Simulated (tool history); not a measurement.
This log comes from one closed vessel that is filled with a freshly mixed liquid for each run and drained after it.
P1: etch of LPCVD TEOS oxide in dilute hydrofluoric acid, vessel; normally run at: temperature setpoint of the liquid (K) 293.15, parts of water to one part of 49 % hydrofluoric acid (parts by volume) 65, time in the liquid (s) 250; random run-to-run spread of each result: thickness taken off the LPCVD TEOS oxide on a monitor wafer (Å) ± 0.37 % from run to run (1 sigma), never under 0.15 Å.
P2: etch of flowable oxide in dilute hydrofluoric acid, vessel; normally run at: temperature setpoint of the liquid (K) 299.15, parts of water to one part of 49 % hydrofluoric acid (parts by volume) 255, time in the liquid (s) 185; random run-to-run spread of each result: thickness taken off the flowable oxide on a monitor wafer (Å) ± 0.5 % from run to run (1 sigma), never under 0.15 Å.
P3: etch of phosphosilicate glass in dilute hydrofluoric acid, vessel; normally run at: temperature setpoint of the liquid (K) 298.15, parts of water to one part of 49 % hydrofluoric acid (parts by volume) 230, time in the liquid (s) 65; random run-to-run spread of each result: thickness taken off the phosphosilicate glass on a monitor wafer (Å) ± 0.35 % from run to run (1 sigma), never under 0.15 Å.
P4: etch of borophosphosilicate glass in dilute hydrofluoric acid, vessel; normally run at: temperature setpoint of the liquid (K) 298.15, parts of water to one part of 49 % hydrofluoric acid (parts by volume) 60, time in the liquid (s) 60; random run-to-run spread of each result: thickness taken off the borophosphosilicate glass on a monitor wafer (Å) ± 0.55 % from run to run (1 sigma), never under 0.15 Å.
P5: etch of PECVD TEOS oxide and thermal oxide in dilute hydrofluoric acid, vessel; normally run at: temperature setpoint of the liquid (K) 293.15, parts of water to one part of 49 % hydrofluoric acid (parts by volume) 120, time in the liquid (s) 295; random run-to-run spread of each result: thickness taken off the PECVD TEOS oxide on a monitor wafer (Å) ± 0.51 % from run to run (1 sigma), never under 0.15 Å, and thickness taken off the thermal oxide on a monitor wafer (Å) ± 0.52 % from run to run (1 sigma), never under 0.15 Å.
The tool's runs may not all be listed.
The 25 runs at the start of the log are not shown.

| run | hour | process that ran | temperature setpoint of the liquid (K) | parts of water to one part of 49 % hydrofluoric acid (parts by volume) | time in the liquid (s) | thickness taken off the LPCVD TEOS oxide on a monitor wafer (Å) | thickness taken off the flowable oxide on a monitor wafer (Å) | thickness taken off the PECVD TEOS oxide on a monitor wafer (Å) | thickness taken off the thermal oxide on a monitor wafer (Å) | thickness taken off the phosphosilicate glass on a monitor wafer (Å) | thickness taken off the borophosphosilicate glass on a monitor wafer (Å) |
|---|---|---|---|---|---|---|---|---|---|---|---|
| 26 | 215.8 | P5 | 293.15 | 120 | 140 |  |  | 280.85 | 44.960 |  |  |
| 27 | 226.0 | P3 | 298.15 | 230 | 65 |  |  |  |  | 284.26 |  |
| 28 | 235.5 | P1 | 293.15 | 65 | 250 | 591.15 |  |  |  |  |  |
| 29 | 243.0 | P2 | 299.15 | 255 | 30 |  | 65.296 |  |  |  |  |
| 30 | 253.2 | P5 | 293.15 | 120 | 295 |  |  | 593.90 | 95.031 |  |  |
| 31 | 264.7 | P5 | 293.15 | 210 | 295 |  |  | 305.21 | 49.489 |  |  |
| 32 | 276.3 | P1 | 293.15 | 65 | 250 | 591.07 |  |  |  |  |  |
| 33 | 282.6 | P1 | 293.15 | 65 | 250 | 607.84 |  |  |  |  |  |
| 34 | 290.7 | P1 | 293.15 | 65 | 250 | 616.57 |  |  |  |  |  |
| 35 | 298.5 | P1 | 293.15 | 65 | 250 | 630.74 |  |  |  |  |  |
| 36 | 304.6 | P1 | 293.15 | 65 | 250 | 630.88 |  |  |  |  |  |
| 37 | 315.4 | P1 | 293.15 | 65 | 250 | 634.74 |  |  |  |  |  |

What does the tool deliver on the next run?
| 38 | 322.6 | P1 | 293.15 | 65 | 250 | ? |  |  |  |  |  |

thickness taken off the LPCVD TEOS oxide on a monitor wafer (Å): 635.82
